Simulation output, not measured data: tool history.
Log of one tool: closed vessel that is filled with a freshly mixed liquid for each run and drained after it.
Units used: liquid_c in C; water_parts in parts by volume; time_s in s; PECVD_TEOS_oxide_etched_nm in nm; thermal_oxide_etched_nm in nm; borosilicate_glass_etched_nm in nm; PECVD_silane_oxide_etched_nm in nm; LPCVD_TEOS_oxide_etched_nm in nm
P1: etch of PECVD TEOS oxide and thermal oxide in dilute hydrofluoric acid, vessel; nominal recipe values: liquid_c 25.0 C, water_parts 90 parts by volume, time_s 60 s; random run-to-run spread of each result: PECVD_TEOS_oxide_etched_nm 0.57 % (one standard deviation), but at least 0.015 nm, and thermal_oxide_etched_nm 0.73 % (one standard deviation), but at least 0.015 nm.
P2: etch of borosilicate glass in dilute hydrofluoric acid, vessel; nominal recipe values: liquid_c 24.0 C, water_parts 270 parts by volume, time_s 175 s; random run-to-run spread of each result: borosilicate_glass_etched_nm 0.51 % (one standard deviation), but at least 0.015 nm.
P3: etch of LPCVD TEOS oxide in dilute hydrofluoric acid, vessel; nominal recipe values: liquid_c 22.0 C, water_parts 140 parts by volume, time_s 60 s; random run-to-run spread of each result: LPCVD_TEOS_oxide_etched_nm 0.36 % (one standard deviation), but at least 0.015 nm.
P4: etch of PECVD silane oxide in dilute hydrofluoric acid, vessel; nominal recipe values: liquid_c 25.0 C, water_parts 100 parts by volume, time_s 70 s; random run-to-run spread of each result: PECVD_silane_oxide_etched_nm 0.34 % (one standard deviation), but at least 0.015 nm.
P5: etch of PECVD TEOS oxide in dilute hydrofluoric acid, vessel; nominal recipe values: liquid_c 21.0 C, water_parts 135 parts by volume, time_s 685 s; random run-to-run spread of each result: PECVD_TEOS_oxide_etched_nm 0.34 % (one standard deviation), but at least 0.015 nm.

| run | hour | process | liquid_c | water_parts | time_s | PECVD_TEOS_oxide_etched_nm | thermal_oxide_etched_nm | borosilicate_glass_etched_nm | PECVD_silane_oxide_etched_nm | LPCVD_TEOS_oxide_etched_nm |
|---|---|---|---|---|---|---|---|---|---|---|
| 1 | 6.5 | P1 | 25.0 | 90 | 60 | 7.7678 | 3.2279 |  |  |  |
| 2 | 11.0 | P1 | 17.0 | 90 | 60 | 5.6714 | 2.3377 |  |  |  |
| 3 | 19.0 | P5 | 21.0 | 135 | 685 | 54.7200 |  |  |  |  |
| 4 | 25.0 | P2 | 24.0 | 270 | 175 |  |  | 15.8040 |  |  |
| 5 | 34.0 | P5 | 17.0 | 135 | 685 | 46.1810 |  |  |  |  |
| 6 | 42.9 | P1 | 25.0 | 90 | 60 | 7.8278 | 3.2097 |  |  |  |
| 7 | 48.6 | P4 | 20.5 | 100 | 70 |  |  |  | 10.3690 |  |
| 8 | 56.0 | P1 | 25.0 | 45 | 30 | 8.2742 | 3.3461 |  |  |  |
| 9 | 65.1 | P2 | 24.0 | 270 | 175 |  |  | 15.8850 |  |  |
| 10 | 72.5 | P5 | 21.0 | 215 | 685 | 31.6390 |  |  |  |  |
| 11 | 80.8 | P1 | 25.0 | 90 | 60 | 7.8898 | 3.2147 |  |  |  |
| 12 | 86.4 | P1 | 25.0 | 90 | 60 | 7.8405 | 3.2376 |  |  |  |
| 13 | 91.8 | P5 | 21.0 | 135 | 1345 | 107.1400 |  |  |  |  |
| 14 | 97.3 | P4 | 25.0 | 100 | 70 |  |  |  | 12.4080 |  |
| 15 | 101.5 | P1 | 25.0 | 40 | 60 | 18.6320 | 7.6648 |  |  |  |
| 16 | 108.9 | P2 | 24.0 | 270 | 310 |  |  | 28.1870 |  |  |
| 17 | 114.6 | P5 | 21.0 | 135 | 685 | 54.4400 |  |  |  |  |
|  | 117.6 | thermometer replaced |
| 18 | 120.7 | P3 | 22.0 | 210 | 60 |  |  |  |  | 4.9615 |
| 19 | 129.3 | P3 | 22.0 | 140 | 60 |  |  |  |  | 7.9947 |
| 20 | 136.9 | P3 | 22.0 | 140 | 110 |  |  |  |  | 14.7190 |
| 21 | 143.7 | P1 | 25.0 | 90 | 60 | 7.7583 | 3.2427 |  |  |  |
| 22 | 148.7 | P1 | 25.0 | 90 | 110 | 14.3620 | 5.8368 |  |  |  |
| 23 | 156.2 | P2 | 31.5 | 270 | 175 |  |  | 20.5520 |  |  |
| 24 | 162.7 | P4 | 25.0 | 100 | 30 |  |  |  | 5.3299 |  |
| 25 | 167.2 | P3 | 28.5 | 140 | 60 |  |  |  |  | 10.2000 |
| 26 | 171.3 | P1 | 25.0 | 90 | 60 | 7.7892 | 3.2103 |  |  |  |
| 27 | 177.0 | P4 | 25.0 | 175 | 70 |  |  |  | 6.5138 |  |
| 28 | 183.1 | P1 | 25.0 | 140 | 60 | 4.6864 | 1.9681 |  |  |  |
| 29 | 188.5 | P1 | 25.0 | 90 | 30 | 3.9067 | 1.5657 |  |  |  |
| 30 | 195.9 | P1 | 25.0 | 90 | 60 | 7.8084 | 3.1930 |  |  |  |
| 31 | 203.2 | P2 | 24.0 | 480 | 175 |  |  | 7.3911 |  |  |
| 32 | 208.7 | P3 | 22.0 | 140 | 60 |  |  |  |  | 7.9536 |
| 33 | 214.7 | P1 | 32.5 | 90 | 60 | 10.3060 | 4.2520 |  |  |  |
| 34 | 224.1 | P4 | 25.0 | 100 | 70 |  |  |  | 12.4740 |  |
| 35 | 230.1 | P1 | 25.0 | 90 | 60 | 7.8373 | 3.1700 |  |  |  |
| 36 | 239.3 | P1 | 25.0 | 90 | 60 | 7.5953 | 3.0870 |  |  |  |
| 37 | 244.8 | P1 | 25.0 | 90 | 60 | 7.5269 | 3.0305 |  |  |  |

For run 38, what comes out?
| 38 | 253.6 | P1 | 25.0 | 90 | 60 | ? | ? |  |  |  |

Run 38 came out at PECVD_TEOS_oxide_etched_nm 7.4518 nm, thermal_oxide_etched_nm 3.0502 nm.
